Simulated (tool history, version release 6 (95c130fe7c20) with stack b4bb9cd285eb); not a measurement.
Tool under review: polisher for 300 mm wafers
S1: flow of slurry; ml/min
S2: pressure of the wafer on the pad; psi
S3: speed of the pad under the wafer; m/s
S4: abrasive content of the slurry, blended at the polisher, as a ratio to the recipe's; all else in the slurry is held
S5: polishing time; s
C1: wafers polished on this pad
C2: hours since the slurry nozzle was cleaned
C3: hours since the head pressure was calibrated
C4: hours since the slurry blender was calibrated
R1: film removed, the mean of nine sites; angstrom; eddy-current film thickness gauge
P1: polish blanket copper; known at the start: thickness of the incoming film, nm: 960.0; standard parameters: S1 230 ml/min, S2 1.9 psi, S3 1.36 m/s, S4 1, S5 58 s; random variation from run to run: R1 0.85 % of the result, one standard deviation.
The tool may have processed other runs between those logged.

run	hour	S1	S2	S3	S4	S5	C1	C2	C3	C4	R1
1	7	230	1.9	1.36	1	58	153	140	826.6	171	1873.6
2	15.2	230	0.9	1.36	1	58	224	148.2	834.8	179.2	900.72
3	22.3	230	2.9	1.36	1	58	286	155.3	841.9	186.3	2840.2
# hour 23.8: head pressure recalibrated
4	27.9	230	1.9	0.68	1	58	335	160.9	4.1	191.9	944.78
# hour 31.8: slurry blender recalibrated
5	33.3	230	1.9	1.36	1	58	382	166.3	9.5	1.6	1881.9
6	37.8	230	1.9	1.36	1	58	421	170.8	14	6.1	1878.1
7	45.5	230	1.9	1.36	1.5	30	488	178.5	21.7	13.8	1041.4
8	53.6	230	1.9	1.36	1	58	558	186.6	29.8	21.9	1870.9
9	59.9	230	1.9	1.36	1.35	58	613	192.9	36.1	28.2	1989.4
10	65.1	230	1.9	1.36	1	33	658	198.1	41.3	33.4	1064.4
11	73.2	140	1.9	1.36	1	58	729	206.2	49.4	41.5	1744
12	80.5	230	1.9	1.36	1	58	792	213.5	56.7	48.8	1878.8
13	84.4	230	1.4	1.36	1.4	58	826	217.4	60.6	52.7	1503.9
14	92	230	1.9	1.36	1	83	892	225	68.2	60.3	2705.2
15	96.8	230	1.9	1.36	1	58	934	229.8	73	65.1	1899.3
16	104.7	230	1.9	1.36	0.6	58	1002	237.7	80.9	73	1692.2
17	109.9	230	1.4	1.36	1.25	58	1048	242.9	86.1	78.2	1440.6
18	116.9	305	1.9	1.36	1	58	1108	249.9	93.1	85.2	1901.4

Expected results for the next run?
19	122.6	230	1.9	2	1	58	1158	255.6	98.8	90.9	?

Run 19 gave R1 2725.3 angstrom.
